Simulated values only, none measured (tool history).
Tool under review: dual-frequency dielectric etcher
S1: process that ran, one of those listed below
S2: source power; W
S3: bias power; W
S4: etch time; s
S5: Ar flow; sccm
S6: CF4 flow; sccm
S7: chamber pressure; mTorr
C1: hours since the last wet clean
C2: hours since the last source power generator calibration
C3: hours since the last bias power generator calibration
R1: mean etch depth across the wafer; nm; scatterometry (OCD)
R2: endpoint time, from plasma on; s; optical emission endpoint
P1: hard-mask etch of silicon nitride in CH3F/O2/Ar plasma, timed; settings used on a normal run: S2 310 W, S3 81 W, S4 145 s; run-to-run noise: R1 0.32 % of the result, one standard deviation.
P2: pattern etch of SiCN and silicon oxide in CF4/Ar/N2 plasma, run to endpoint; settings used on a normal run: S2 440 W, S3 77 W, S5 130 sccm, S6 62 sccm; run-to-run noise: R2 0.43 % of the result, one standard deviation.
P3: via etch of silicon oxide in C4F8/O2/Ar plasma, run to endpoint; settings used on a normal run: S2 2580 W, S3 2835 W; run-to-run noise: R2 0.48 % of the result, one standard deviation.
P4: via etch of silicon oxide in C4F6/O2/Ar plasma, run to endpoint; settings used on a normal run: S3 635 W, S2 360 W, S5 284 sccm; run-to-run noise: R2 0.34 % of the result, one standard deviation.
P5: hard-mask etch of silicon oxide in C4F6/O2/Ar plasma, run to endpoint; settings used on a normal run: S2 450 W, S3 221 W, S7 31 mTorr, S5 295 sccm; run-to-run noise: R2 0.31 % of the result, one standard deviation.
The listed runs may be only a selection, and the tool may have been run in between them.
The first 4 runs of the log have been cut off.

run 5 hour=56.6 | S1=P1 S2=230 S3=81 S4=145 | C1=421.3 C2=2153.8 C3=2210.9 | R1=86.2
run 6 hour=74.4 | S1=P4 S2=360 S3=774 S5=284 | C1=439.1 C2=2171.6 C3=2228.7 | R2=37.493
run 7 hour=88.2 | S1=P1 S2=400 S3=110 S4=145 | C1=452.9 C2=2185.4 C3=2242.5 | R1=119.86
run 8 hour=104.6 | S1=P2 S2=440 S3=77 S5=130 S6=82 | C1=469.3 C2=2201.8 C3=2258.9 | R2=17.208
run 9 hour=115.6 | S1=P5 S2=450 S3=221 S5=348 S7=31 | C1=480.3 C2=2212.8 C3=2269.9 | R2=53.546
run 10 hour=131.4 | S1=P2 S2=270 S3=77 S5=130 S6=62 | C1=496.1 C2=2228.6 C3=2285.7 | R2=27.566
run 11 hour=147.1 | S1=P2 S2=440 S3=77 S5=130 S6=62 | C1=511.8 C2=2244.3 C3=2301.4 | R2=18.082
run 12 hour=165 | S1=P3 S2=3400 S3=2835 | C1=529.7 C2=2262.2 C3=2319.3 | R2=223.58
run 13 hour=175 | S1=P1 S2=310 S3=81 S4=145 | C1=539.7 C2=2272.2 C3=2329.3 | R1=97.112
run 14 hour=192.5 | S1=P1 S2=310 S3=81 S4=145 | C1=557.2 C2=2289.7 C3=2346.8 | R1=96.562
run 15 hour=208.2 | S1=P4 S2=360 S3=635 S5=284 | C1=572.9 C2=2305.4 C3=2362.5 | R2=40.103
run 16 hour=220.9 | S1=P1 S2=310 S3=106 S4=145 | C1=585.6 C2=2318.1 C3=2375.2 | R1=106.85
run 17 hour=238.2 | S1=P5 S2=270 S3=221 S5=295 S7=31 | C1=602.9 C2=2335.4 C3=2392.5 | R2=64.13
run 18 hour=246.8 | S1=P4 S2=470 S3=635 S5=284 | C1=611.5 C2=2344 C3=2401.1 | R2=36.523
run 19 hour=256.8 | S1=P1 S2=310 S3=81 S4=178 | C1=621.5 C2=2354 C3=2411.1 | R1=119.18
run 20 hour=274 | S1=P1 S2=310 S3=81 S4=145 | C1=638.7 C2=2371.2 C3=2428.3 | R1=96.564
run 21 hour=282.7 | S1=P5 S2=450 S3=135 S5=295 S7=31 | C1=647.4 C2=2379.9 C3=2437 | R2=60.978
run 22 hour=297.5 | S1=P3 S2=2580 S3=2835 | C1=662.2 C2=2394.7 C3=2451.8 | R2=246.82
-- hour=305.9 wet clean of the chamber
run 23 hour=306.3 | S1=P1 S2=310 S3=81 S4=145 | C1=0.5 C2=2403.5 C3=2460.6 | R1=96.811
run 24 hour=321.3 | S1=P1 S2=310 S3=81 S4=106.5 | C1=15.5 C2=2418.5 C3=2475.6 | R1=71.104
run 25 hour=336.8 | S1=P4 S2=360 S3=635 S5=284 | C1=31 C2=2434 C3=2491.1 | R2=40.137
run 26 hour=348.5 | S1=P1 S2=310 S3=81 S4=145 | C1=42.7 C2=2445.7 C3=2502.8 | R1=97.26
run 27 hour=356.4 | S1=P2 S2=440 S3=77 S5=102 S6=62 | C1=50.6 C2=2453.6 C3=2510.7 | R2=17.282
run 28 hour=365.4 | S1=P3 S2=2580 S3=3991 | C1=59.6 C2=2462.6 C3=2519.7 | R2=224.31
run 29 hour=382.9 | S1=P4 S2=360 S3=635 S5=194 | C1=77.1 C2=2480.1 C3=2537.2 | R2=38.693

Predict the results of run 30:
run 30 hour=400.5 | S1=P5 S2=450 S3=221 S5=295 S7=40 | C1=94.7 C2=2497.7 C3=2554.8 | R2=?

Run 30 yielded R2 54.087 s.

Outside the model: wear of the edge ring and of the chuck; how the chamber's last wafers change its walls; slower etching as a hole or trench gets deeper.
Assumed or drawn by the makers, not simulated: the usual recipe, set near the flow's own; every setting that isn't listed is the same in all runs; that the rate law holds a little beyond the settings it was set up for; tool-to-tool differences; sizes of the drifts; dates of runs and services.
